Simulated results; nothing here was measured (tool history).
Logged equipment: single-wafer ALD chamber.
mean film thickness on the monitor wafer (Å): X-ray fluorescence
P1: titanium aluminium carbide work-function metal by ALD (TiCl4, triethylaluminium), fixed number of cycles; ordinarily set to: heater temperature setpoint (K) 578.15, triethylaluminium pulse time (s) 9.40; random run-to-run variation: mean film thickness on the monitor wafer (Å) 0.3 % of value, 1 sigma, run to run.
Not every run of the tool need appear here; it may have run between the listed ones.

| run | hour | heater temperature setpoint (K) | triethylaluminium pulse time (s) | mean film thickness on the monitor wafer (Å) |
|---|---|---|---|---|
| 1 | 5.3 | 578.15 | 9.40 | 19.741 |
| 2 | 12.9 | 578.15 | 3.55 | 14.412 |
|  | 19.2 | triethylaluminium bottle replaced |
| 3 | 21.5 | 578.15 | 9.40 | 19.685 |
| 4 | 31.9 | 578.15 | 9.40 | 19.618 |
| 5 | 37.6 | 601.15 | 9.40 | 21.624 |
| 6 | 48.4 | 562.15 | 14.57 | 19.019 |
| 7 | 58.0 | 600.15 | 12.26 | 22.165 |
| 8 | 65.7 | 557.15 | 9.40 | 17.920 |
| 9 | 74.5 | 578.15 | 9.40 | 19.680 |
| 10 | 81.1 | 595.15 | 14.61 | 21.837 |
| 11 | 92.2 | 578.15 | 15.40 | 20.387 |
| 12 | 99.6 | 578.15 | 9.40 | 19.658 |
| 13 | 104.7 | 578.15 | 9.40 | 19.538 |
| 14 | 115.6 | 578.15 | 9.40 | 19.433 |
| 15 | 122.2 | 578.15 | 9.40 | 19.268 |
| 16 | 127.6 | 578.15 | 9.40 | 19.356 |
| 17 | 134.6 | 578.15 | 9.40 | 19.330 |
| 18 | 144.2 | 578.15 | 9.40 | 19.178 |
| 19 | 149.2 | 578.15 | 9.40 | 19.363 |

What P1 gives has crept off from where it sat before. The 2 causes that follow fit the log equally well, each at the size noted:
A: wafer temperature below the value expected at the setpoint (K) = 4.63
B: triethylaluminium dose below that of a fresh bottle (%) = 12.2
Onset of the creep was near hour 99.6.

Question marks stand in for the results of the 4 check runs listed below, each run on one wafer. Under which run would the listed causes show clearly different results?
| check 1 | 154.2 | 578.15 | 5.99 | ? |
| check 2 | 154.2 | 568.15 | 9.40 | ? |
| check 3 | 154.2 | 587.15 | 9.40 | ? |
| check 4 | 154.2 | 560.15 | 9.40 | ? |

If the cause were each of the candidates in turn, the checks would give the following:
| check | result | if A | if B |
|---|---|---|---|
| check 1 | mean film thickness on the monitor wafer (Å) | 17.530 | 17.139 |
| check 2 | mean film thickness on the monitor wafer (Å) | 18.456 | 18.469 |
| check 3 | mean film thickness on the monitor wafer (Å) | 20.045 | 20.033 |
| check 4 | mean film thickness on the monitor wafer (Å) | 17.795 | 17.818 |
Per-check spread between the two closest causes, in the result where they differ most: check 1 2.26 %; check 2 0.07 %; check 3 0.06 %; check 4 0.13 %
Check 1 distinguishes between the causes, while the remaining checks would return nearly the same result for all of them.

Then check 1 was run and gave: mean film thickness on the monitor wafer (Å) 17.129. Which cause is it?

Of the candidate causes, it is B: triethylaluminium dose below that of a fresh bottle (%).
